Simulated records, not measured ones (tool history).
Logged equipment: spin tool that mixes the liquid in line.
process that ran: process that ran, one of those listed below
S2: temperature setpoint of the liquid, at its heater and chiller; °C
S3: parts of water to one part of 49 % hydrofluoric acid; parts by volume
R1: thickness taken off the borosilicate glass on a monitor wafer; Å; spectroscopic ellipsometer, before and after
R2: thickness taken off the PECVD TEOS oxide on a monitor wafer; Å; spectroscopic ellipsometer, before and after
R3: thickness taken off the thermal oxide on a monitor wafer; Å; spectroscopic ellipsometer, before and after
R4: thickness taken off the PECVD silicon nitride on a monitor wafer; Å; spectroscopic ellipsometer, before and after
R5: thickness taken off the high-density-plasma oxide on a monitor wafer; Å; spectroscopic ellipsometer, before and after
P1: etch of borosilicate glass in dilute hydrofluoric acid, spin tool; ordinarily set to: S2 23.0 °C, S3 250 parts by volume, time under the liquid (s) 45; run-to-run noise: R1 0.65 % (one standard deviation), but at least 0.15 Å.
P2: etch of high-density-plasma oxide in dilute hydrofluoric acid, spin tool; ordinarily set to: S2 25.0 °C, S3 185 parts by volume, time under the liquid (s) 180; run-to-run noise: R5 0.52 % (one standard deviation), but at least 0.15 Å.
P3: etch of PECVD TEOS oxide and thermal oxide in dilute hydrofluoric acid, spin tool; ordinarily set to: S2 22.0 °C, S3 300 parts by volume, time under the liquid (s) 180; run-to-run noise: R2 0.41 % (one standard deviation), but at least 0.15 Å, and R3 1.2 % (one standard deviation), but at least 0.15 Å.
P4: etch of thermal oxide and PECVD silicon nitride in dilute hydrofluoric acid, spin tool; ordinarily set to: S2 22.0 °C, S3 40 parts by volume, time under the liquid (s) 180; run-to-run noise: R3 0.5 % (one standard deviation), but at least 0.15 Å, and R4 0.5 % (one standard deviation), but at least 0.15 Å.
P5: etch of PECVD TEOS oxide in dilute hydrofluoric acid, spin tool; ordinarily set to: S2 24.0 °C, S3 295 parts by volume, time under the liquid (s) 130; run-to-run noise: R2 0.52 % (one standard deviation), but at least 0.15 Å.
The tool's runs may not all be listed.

run 1 hour=14.0 | process_that_ran=P1 S2=23.0 S3=250 time_under_the_liquid_(s)=45 | R1=42.908
run 2 hour=29.9 | process_that_ran=P5 S2=24.0 S3=295 time_under_the_liquid_(s)=245 | R2=184.3700
run 3 hour=39.8 | process_that_ran=P1 S2=28.5 S3=250 time_under_the_liquid_(s)=45 | R1=52.273
run 4 hour=49.0 | process_that_ran=P1 S2=23.0 S3=250 time_under_the_liquid_(s)=45 | R1=43.628
run 5 hour=56.2 | process_that_ran=P1 S2=23.0 S3=45 time_under_the_liquid_(s)=45 | R1=302.090
run 6 hour=68.0 | process_that_ran=P1 S2=23.0 S3=250 time_under_the_liquid_(s)=45 | R1=43.249
run 7 hour=79.5 | process_that_ran=P1 S2=17.0 S3=250 time_under_the_liquid_(s)=45 | R1=34.521
run 8 hour=94.9 | process_that_ran=P4 S2=17.0 S3=40 time_under_the_liquid_(s)=180 | R3=174.9300 R4=75.673
run 9 hour=108.6 | process_that_ran=P2 S2=33.0 S3=185 time_under_the_liquid_(s)=180 | R5=62.161
run 10 hour=119.5 | process_that_ran=P3 S2=22.0 S3=300 time_under_the_liquid_(s)=180 | R2=57.9680 R3=22.7410
run 11 hour=131.8 | process_that_ran=P4 S2=22.0 S3=40 time_under_the_liquid_(s)=180 | R3=217.1200 R4=108.620
run 12 hour=142.5 | process_that_ran=P1 S2=23.0 S3=250 time_under_the_liquid_(s)=45 | R1=43.484
run 13 hour=158.2 | process_that_ran=P2 S2=25.0 S3=185 time_under_the_liquid_(s)=60 | R5=15.708
run 14 hour=169.2 | process_that_ran=P5 S2=24.0 S3=485 time_under_the_liquid_(s)=130 | R2=50.0070
run 15 hour=185.7 | process_that_ran=P1 S2=23.0 S3=355 time_under_the_liquid_(s)=45 | R1=27.491
run 16 hour=194.3 | process_that_ran=P4 S2=22.0 S3=40 time_under_the_liquid_(s)=260 | R3=312.7600 R4=155.580
run 17 hour=209.6 | process_that_ran=P1 S2=23.0 S3=250 time_under_the_liquid_(s)=85 | R1=82.315
run 18 hour=225.3 | process_that_ran=P3 S2=22.0 S3=300 time_under_the_liquid_(s)=25 | R2=8.1418 R3=3.0858
run 19 hour=232.9 | process_that_ran=P5 S2=24.0 S3=295 time_under_the_liquid_(s)=130 | R2=98.4460
run 20 hour=245.9 | process_that_ran=P1 S2=29.5 S3=140 time_under_the_liquid_(s)=45 | R1=111.940
run 21 hour=258.8 | process_that_ran=P2 S2=25.0 S3=185 time_under_the_liquid_(s)=180 | R5=47.101
run 22 hour=268.6 | process_that_ran=P3 S2=22.0 S3=300 time_under_the_liquid_(s)=180 | R2=58.3160 R3=22.9550
run 23 hour=278.3 | process_that_ran=P5 S2=27.5 S3=295 time_under_the_liquid_(s)=130 | R2=111.1400
run 24 hour=294.4 | process_that_ran=P1 S2=23.0 S3=250 time_under_the_liquid_(s)=20 | R1=19.210
run 25 hour=303.8 | process_that_ran=P1 S2=23.0 S3=250 time_under_the_liquid_(s)=45 | R1=42.963
run 26 hour=317.6 | process_that_ran=P2 S2=25.0 S3=325 time_under_the_liquid_(s)=180 | R5=23.390
run 27 hour=333.5 | process_that_ran=P3 S2=17.0 S3=300 time_under_the_liquid_(s)=180 | R2=48.8850 R3=19.4830
run 28 hour=344.2 | process_that_ran=P3 S2=22.0 S3=150 time_under_the_liquid_(s)=180 | R2=134.9400 R3=52.2270
run 29 hour=360.7 | process_that_ran=P4 S2=22.0 S3=20 time_under_the_liquid_(s)=180 | R3=442.5600 R4=208.460
run 30 hour=377.0 | process_that_ran=P1 S2=23.0 S3=250 time_under_the_liquid_(s)=45 | R1=43.794
run 31 hour=384.4 | process_that_ran=P1 S2=23.0 S3=250 time_under_the_liquid_(s)=45 | R1=44.421
run 32 hour=392.0 | process_that_ran=P1 S2=23.0 S3=250 time_under_the_liquid_(s)=45 | R1=45.382
run 33 hour=401.6 | process_that_ran=P1 S2=23.0 S3=250 time_under_the_liquid_(s)=45 | R1=45.602
run 34 hour=409.5 | process_that_ran=P1 S2=23.0 S3=250 time_under_the_liquid_(s)=45 | R1=46.032
run 35 hour=421.2 | process_that_ran=P1 S2=23.0 S3=250 time_under_the_liquid_(s)=45 | R1=46.379
run 36 hour=434.4 | process_that_ran=P1 S2=23.0 S3=250 time_under_the_liquid_(s)=45 | R1=46.934
run 37 hour=449.2 | process_that_ran=P1 S2=23.0 S3=250 time_under_the_liquid_(s)=45 | R1=47.131

Expected results for the next run?
run 38 hour=457.5 | process_that_ran=P1 S2=23.0 S3=250 time_under_the_liquid_(s)=45 | R1=?

{"run 38": {"R1": 46.877}}
